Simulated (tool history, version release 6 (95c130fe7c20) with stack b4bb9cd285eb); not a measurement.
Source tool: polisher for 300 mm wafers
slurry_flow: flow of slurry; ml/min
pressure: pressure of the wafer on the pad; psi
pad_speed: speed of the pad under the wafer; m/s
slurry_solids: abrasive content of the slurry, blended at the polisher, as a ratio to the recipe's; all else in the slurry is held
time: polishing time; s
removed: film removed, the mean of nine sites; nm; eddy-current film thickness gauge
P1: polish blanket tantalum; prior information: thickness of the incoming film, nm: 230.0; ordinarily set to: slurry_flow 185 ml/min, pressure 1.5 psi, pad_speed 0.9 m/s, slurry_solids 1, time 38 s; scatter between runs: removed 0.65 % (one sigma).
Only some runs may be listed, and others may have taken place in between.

run   hour  slurry_flow  pressure  pad_speed  slurry_solids  time  wafers polished on this pad  hours since the slurry nozzle was cleaned  hours since the head pressure was calibrated  hours since the slurry blender was calibrated  removed
  1    8.3          185       1.5        0.9              1    38                          394                                      231.9                                          98.2                                           79.2   45.218
  2   24.7          185       1.5       0.56              1    38                          586                                      248.3                                         114.6                                           95.6   27.828
  3   35.5          185       1.1        0.9              1    38                          713                                      259.1                                         125.4                                          106.4   32.803
  4   47.7          185       1.5        0.9            0.5    38                          856                                      271.3                                         137.6                                          118.6   35.394
  5   59.3          185       1.5        0.9              1    38                          992                                      282.9                                         149.2                                          130.2   45.314
  6   67.4          185       1.5        0.9              1    55                         1087                                        291                                         157.3                                          138.3   65.738
  7   84.7          110       1.5        0.9              1    38                         1290                                      308.3                                         174.6                                          155.6   41.123
  8  101.9          185       1.5        0.9              1    17                         1492                                      325.5                                         191.8                                          172.8   20.151
  9  117.6          185       1.5        0.9              1    38                         1677                                      341.2                                         207.5                                          188.5   45.306
 10  135.8          185       1.5        0.9              1    38                         1890                                      359.4                                         225.7                                          206.7   46.121
 11  147.4          185       1.5       0.58            0.7    38                         2026                                        371                                         237.3                                          218.3   26.107
 12    156          185       1.5       1.38              1    38                         2127                                      379.6                                         245.9                                          226.9   69.892
 13  164.5          185       1.5        0.9              1    38                         2227                                      388.1                                         254.4                                          235.4   45.372
 14  173.9          185       1.5        0.9              1    38                         2337                                      397.5                                         263.8                                          244.8   45.084
 15  182.6          295       1.5        0.9              1    38                         2440                                      406.2                                         272.5                                          253.5     47.9
 16    199          185       1.5        0.9            1.3    38                         2632                                      422.6                                         288.9                                          269.9   48.745
 17  215.6          270       1.5        0.9           1.35    38                         2827                                      439.2                                         305.5                                          286.5    50.52
 18  224.9          185       1.5        0.9              1    38                         2936                                      448.5                                         314.8                                          295.8   45.867
 19  238.4          185       2.2        0.9              1    38                         3095                                        462                                         328.3                                          309.3   65.852
 20  251.6          185       1.5        0.9              1    38                         3250                                      475.2                                         341.5                                          322.5   45.337
 21    260          185       1.5        0.9              1    38                         3348                                      483.6                                         349.9                                          330.9   43.559
 22  268.2          185       1.5        0.9              1    38                         3444                                      491.8                                         358.1                                          339.1   43.223
 23  279.1          185       1.5        0.9              1    38                         3572                                      502.7                                           369                                            350   41.979
     289.2  -- worn pad replaced by a new one
 24  289.8          185       1.5        0.9              1    38                            7                                      513.4                                         379.7                                          360.7   41.639

Forecast run 25:
       292  -- slurry nozzle cleaned
 25  302.9          185       1.5        0.9              1    38                          161                                         11                                         392.8                                          373.8        ?

{"run 25": {"removed": 41.25}}
